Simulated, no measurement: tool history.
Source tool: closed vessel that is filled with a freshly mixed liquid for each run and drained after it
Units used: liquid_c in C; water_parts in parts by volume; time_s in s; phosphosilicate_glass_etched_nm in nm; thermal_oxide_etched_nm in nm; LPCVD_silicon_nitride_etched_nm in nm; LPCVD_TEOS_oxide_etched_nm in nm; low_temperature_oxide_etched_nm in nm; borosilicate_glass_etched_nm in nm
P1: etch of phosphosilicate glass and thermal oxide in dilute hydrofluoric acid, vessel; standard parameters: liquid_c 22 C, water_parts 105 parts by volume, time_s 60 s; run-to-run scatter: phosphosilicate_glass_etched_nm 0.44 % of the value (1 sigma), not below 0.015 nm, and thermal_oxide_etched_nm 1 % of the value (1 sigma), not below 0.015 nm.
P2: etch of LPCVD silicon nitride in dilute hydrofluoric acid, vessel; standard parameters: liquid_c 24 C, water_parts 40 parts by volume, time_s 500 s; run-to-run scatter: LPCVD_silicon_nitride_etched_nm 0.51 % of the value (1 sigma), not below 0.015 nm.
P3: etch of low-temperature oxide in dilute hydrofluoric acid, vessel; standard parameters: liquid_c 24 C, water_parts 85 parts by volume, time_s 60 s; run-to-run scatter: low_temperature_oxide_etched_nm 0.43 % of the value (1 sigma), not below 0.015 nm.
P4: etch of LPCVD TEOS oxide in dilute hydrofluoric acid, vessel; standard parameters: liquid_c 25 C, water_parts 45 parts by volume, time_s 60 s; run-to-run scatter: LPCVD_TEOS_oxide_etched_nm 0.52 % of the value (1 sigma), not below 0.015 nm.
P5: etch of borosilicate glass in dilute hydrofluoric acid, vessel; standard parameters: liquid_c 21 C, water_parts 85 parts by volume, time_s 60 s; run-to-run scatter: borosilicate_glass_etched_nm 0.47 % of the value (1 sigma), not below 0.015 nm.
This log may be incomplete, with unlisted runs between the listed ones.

run   hour  process  liquid_c  water_parts  time_s  hours since the thermometer was replaced  hours since the hydrofluoric acid flow meter was replaced  phosphosilicate_glass_etched_nm  thermal_oxide_etched_nm  LPCVD_silicon_nitride_etched_nm  LPCVD_TEOS_oxide_etched_nm  low_temperature_oxide_etched_nm  borosilicate_glass_etched_nm
  1    4.7       P1        22          105      60                                     351.8                                                        125                           52.713                    2.612
  2     12       P2        24           40     910                                     359.1                                                      132.3                                                                                      12.06
  3   17.4       P4        29           45      60                                     364.5                                                      137.7                                                                                                                 48.118
  4   23.6       P1        22          105      60                                     370.7                                                      143.9                           52.642                    2.606
  5     30       P1        22          105      60                                     377.1                                                      150.3                           52.573                    2.581
  6   34.6       P4        25           80      60                                     381.7                                                      154.9                                                                                                                 21.529
  7   43.8       P2        19           40     500                                     390.9                                                      164.1                                                                                     4.6999
  8     50       P2        24           65     500                                     397.1                                                      170.3                                                                                     4.1282
  9   58.5       P1        22          170      90                                     405.6                                                      178.8                           45.277                    2.294
 10   64.7       P1      29.5          105      60                                     411.8                                                        185                           70.484                   3.5055
 11   72.7       P1        22          105      60                                     419.8                                                        193                           52.997                   2.6446
 12   77.1       P3        24           85      30                                     424.2                                                      197.4                                                                                                                                                  3.8364
 13   86.4       P5        21           85      60                                     433.5                                                      206.7                                                                                                                                                                                16.711
 14     93       P4        25           45      60                                     440.1                                                      213.3                                                                                                                 40.811
 15   98.7       P3        24           85      60                                     445.8                                                        219                                                                                                                                                  7.6637
 16  107.8       P5        28           85      60                                     454.9                                                      228.1                                                                                                                                                                                22.006
 17  112.6       P5        21           85      95                                     459.7                                                      232.9                                                                                                                                                                                26.385
 18  120.5       P1        22           55      60                                     467.6                                                      240.8                           106.57                   5.3413
 19  129.9       P3        32           85      60                                       477                                                      250.2                                                                                                                                                  10.478
 20  136.2       P2        24           40     500                                     483.3                                                      256.5                                                                                     6.6776
     136.5  -- thermometer replaced
     137.4  -- hydrofluoric acid flow meter replaced
 21  141.6       P4        25           45      30                                       5.2                                                        4.2                                                                                                                 20.353
 22    147       P1        22          150      60                                      10.6                                                        9.6                           35.082                   1.7281
 23  154.1       P1        22          105      30                                      17.7                                                       16.7                           26.222                   1.2967

Estimate the outcome of run 24 from the log above:
 24  162.8       P5        21           50      60                                      26.4                                                       25.4                                                                                                                                                                                     ?

{"run 24": {"borosilicate_glass_etched_nm": 29.586}}

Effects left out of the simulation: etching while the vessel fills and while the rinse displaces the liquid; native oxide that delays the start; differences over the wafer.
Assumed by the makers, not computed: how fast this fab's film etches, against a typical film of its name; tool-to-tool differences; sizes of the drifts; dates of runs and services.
